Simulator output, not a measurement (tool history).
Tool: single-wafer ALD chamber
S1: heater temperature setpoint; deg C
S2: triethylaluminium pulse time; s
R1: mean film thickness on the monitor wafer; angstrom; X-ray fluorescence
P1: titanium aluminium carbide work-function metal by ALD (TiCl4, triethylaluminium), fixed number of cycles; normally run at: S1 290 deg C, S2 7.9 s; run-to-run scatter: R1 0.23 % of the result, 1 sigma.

{"run": 1, "hour": 10.7, "S1": 290, "S2": 7.9, "R1": 18.714}
{"run": 2, "hour": 21.5, "S1": 280, "S2": 11.21, "R1": 18.72}
{"run": 3, "hour": 28.9, "S1": 290, "S2": 11.23, "R1": 19.627}
{"run": 4, "hour": 37.1, "S1": 309, "S2": 3.53, "R1": 15.269}
{"run": 5, "hour": 43.1, "S1": 290, "S2": 7.9, "R1": 18.651}
{"run": 6, "hour": 50.5, "S1": 290, "S2": 7.9, "R1": 18.651}
{"run": 7, "hour": 56.7, "S1": 290, "S2": 7.9, "R1": 18.705}
{"run": 8, "hour": 66.7, "S1": 290, "S2": 7.9, "R1": 18.734}
{"run": 9, "hour": 73.3, "S1": 290, "S2": 7.9, "R1": 18.751}
{"run": 10, "hour": 81.8, "S1": 290, "S2": 3.02, "R1": 12.94}
{"hour": 89.5, "done": "thermocouple changed; heater temperature recalibrated"}
{"run": 11, "hour": 92.5, "S1": 268, "S2": 11.7, "R1": 17.865}
{"run": 12, "hour": 97.4, "S1": 312, "S2": 7.9, "R1": 20.509}
{"run": 13, "hour": 105.2, "S1": 269, "S2": 7.9, "R1": 16.984}
{"run": 14, "hour": 114.3, "S1": 290, "S2": 7.9, "R1": 18.749}

The next listed run, before its measurement:
{"run": 15, "hour": 122.5, "S1": 290, "S2": 7.9, "R1": "?"}

R1: 18.56 angstrom
